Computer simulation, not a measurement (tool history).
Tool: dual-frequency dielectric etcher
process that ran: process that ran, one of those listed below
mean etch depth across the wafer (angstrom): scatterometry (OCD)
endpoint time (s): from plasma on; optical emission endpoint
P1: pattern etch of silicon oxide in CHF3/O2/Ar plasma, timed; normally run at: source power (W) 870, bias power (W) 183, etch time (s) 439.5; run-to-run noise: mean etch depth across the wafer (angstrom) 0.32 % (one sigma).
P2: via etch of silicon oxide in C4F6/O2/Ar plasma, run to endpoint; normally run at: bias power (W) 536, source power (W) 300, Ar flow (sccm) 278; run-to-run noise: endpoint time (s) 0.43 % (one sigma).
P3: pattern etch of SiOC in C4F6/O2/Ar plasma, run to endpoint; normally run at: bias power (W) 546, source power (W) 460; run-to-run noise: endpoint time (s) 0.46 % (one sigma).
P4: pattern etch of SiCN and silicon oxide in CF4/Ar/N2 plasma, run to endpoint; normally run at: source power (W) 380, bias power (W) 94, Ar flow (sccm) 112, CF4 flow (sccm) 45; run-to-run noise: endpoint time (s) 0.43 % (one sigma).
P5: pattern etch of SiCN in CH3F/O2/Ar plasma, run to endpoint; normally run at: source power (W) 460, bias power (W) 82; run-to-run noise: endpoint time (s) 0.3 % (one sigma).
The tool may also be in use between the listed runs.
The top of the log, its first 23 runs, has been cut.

run     day  process that ran  source power (W)  bias power (W)  etch time (s)  Ar flow (sccm)  CF4 flow (sccm)  hours since the last wet clean  hours since the last source power generator calibration  hours since the last bias power generator calibration  mean etch depth across the wafer (angstrom)  endpoint time (s)
 24   9.471                P4               460              94                            112               45                           326.3                                                   1391.5                                                  727.3                                                         19.6910
 25   9.904                P2               300             536                            224                                            336.7                                                   1401.9                                                  737.7                                                         27.4820
 26  10.271                P1               870             183          439.5                                                            345.5                                                   1410.7                                                  746.5                                      10168.0
 27  10.604                P1               870             183          439.5                                                            353.5                                                   1418.7                                                  754.5                                      10238.0
 28  10.938                P2               300             536                            278                                            361.5                                                   1426.7                                                  762.5                                                         27.8680
 29  11.475                P4               380              59                            112               45                           374.4                                                   1439.6                                                  775.4                                                         27.8800
 30  11.917                P4               380              94                             67               45                           385.0                                                   1450.2                                                  786.0                                                         21.7970
 31  12.408                P1               630             183          631.0                                                            396.8                                                   1462.0                                                  797.8                                      12997.0
 32  12.958                P1               870             183          439.5                                                            410.0                                                   1475.2                                                  811.0                                      10241.0
 33  13.517                P1               870             183          439.5                                                            423.4                                                   1488.6                                                  824.4                                      10198.0
 34  13.967                P1               870             183          439.5                                                            434.2                                                   1499.4                                                  835.2                                      10123.0
 35  14.242                P1               870             183          439.5                                                            440.8                                                   1506.0                                                  841.8                                      10078.0
 36  14.608                P1               870             183          439.5                                                            449.6                                                   1514.8                                                  850.6                                      10043.0

Estimate the outcome of run 37 from the log above:
 37  15.012                P1               870             183          439.5                                                            459.3                                                   1524.5                                                  860.3                                            ?

{"run 37": {"mean etch depth across the wafer (angstrom)": 10106.0}}

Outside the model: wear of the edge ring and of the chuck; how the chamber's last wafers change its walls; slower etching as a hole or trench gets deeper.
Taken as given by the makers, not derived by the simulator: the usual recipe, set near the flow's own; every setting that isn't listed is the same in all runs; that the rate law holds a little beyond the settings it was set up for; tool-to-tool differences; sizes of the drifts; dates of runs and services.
